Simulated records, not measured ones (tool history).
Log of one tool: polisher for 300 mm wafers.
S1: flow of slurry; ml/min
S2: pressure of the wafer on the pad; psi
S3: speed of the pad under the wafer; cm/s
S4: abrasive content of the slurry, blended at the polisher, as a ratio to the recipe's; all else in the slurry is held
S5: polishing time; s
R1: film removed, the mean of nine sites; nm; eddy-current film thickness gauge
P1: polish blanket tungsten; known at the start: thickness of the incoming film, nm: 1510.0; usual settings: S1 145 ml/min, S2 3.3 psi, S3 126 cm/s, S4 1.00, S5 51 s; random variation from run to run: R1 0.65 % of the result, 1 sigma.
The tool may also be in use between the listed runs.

run	hour	S1	S2	S3	S4	S5	R1
1	4.0	145	3.3	126	1.00	51	243.19
2	9.2	145	3.3	126	1.00	23	110.01
3	12.5	145	2.2	126	1.00	51	163.16
4	17.6	145	4.4	126	1.40	51	352.57
5	22.5	145	3.3	126	1.00	51	244.64
6	27.0	145	3.3	126	1.50	51	269.85
7	34.1	145	3.3	162	1.00	51	311.69
8	38.4	145	5.0	126	1.00	51	368.22
9	44.0	145	3.3	126	0.70	51	224.71
# hour 45.7: slurry tank refilled with fresh slurry and peroxide
10	48.2	145	3.3	126	1.00	68	325.77
11	52.9	145	3.3	126	1.00	51	240.77
12	57.6	145	3.3	62	0.75	51	111.43
# hour 60.2: head pressure recalibrated
13	62.4	145	3.3	126	1.00	51	241.30
14	65.8	210	3.3	126	1.00	51	254.64
15	72.6	145	3.3	126	1.00	51	245.43
16	76.6	145	3.3	56	1.00	51	107.63
17	82.0	85	3.3	126	1.00	51	216.74
18	85.7	145	3.3	126	1.00	51	242.13
19	88.9	145	3.3	126	1.00	51	239.00
20	93.6	145	3.3	126	1.00	51	229.84
21	97.4	145	3.3	126	1.00	51	226.42
22	103.5	145	3.3	126	1.00	51	224.46
# hour 107.2: head pressure recalibrated
23	108.5	145	3.3	126	1.00	51	222.23
# hour 109.7: slurry blender recalibrated
24	113.5	145	3.3	126	1.00	51	220.66
25	119.1	145	3.3	126	1.00	51	217.88
# hour 120.1: worn pad replaced by a new one
26	123.2	145	3.3	126	1.00	51	221.87
27	127.4	145	3.3	126	1.00	51	217.03
28	131.3	145	3.3	126	1.00	51	219.18
29	134.7	145	3.3	126	1.00	51	216.96

What P1 gives has crept away from where it was. These 2 causes fit the log equally well, each at the size given:
A: peroxide lost from the slurry, % = 24.8
B: slurry flow missing at the pad, % = 39.2
The creep began at about hour 85.7.
Why every other cause is out:
removal rate lost through wear of the pad, %: serviced at hour 120.1, which brought nothing back
head's pressure below its setpoint, %: serviced at hour 107.2, which brought nothing back
abrasive missing from the slurry, %: serviced at hour 109.7, which brought nothing back

4 check runs are offered, each on 5 wafers whose results are averaged, their results left as question marks. Which one tells the causes apart?
check 1	138.1	145	3.3	154	1.00	51	?
check 2	138.1	185	3.3	126	1.00	51	?
check 3	138.1	145	3.3	126	0.80	51	?
check 4	138.1	145	4.1	126	1.00	51	?

What each check would give under each cause:
check	result	if A	if B
check 1	R1	265.91	265.92
check 2	R1	226.19	231.27
check 3	R1	206.50	206.50
check 4	R1	270.30	270.31
How far apart the two closest causes lie, in the result that separates them most: check 1 0 %; check 2 2.22 %; check 3 0 %; check 4 0 %
Check 2 tells the causes apart: in the others they would give nearly the same result.

Check 2 was then run and gave: R1 226.72 nm. Which cause is it?

It is A: peroxide lost from the slurry, %.

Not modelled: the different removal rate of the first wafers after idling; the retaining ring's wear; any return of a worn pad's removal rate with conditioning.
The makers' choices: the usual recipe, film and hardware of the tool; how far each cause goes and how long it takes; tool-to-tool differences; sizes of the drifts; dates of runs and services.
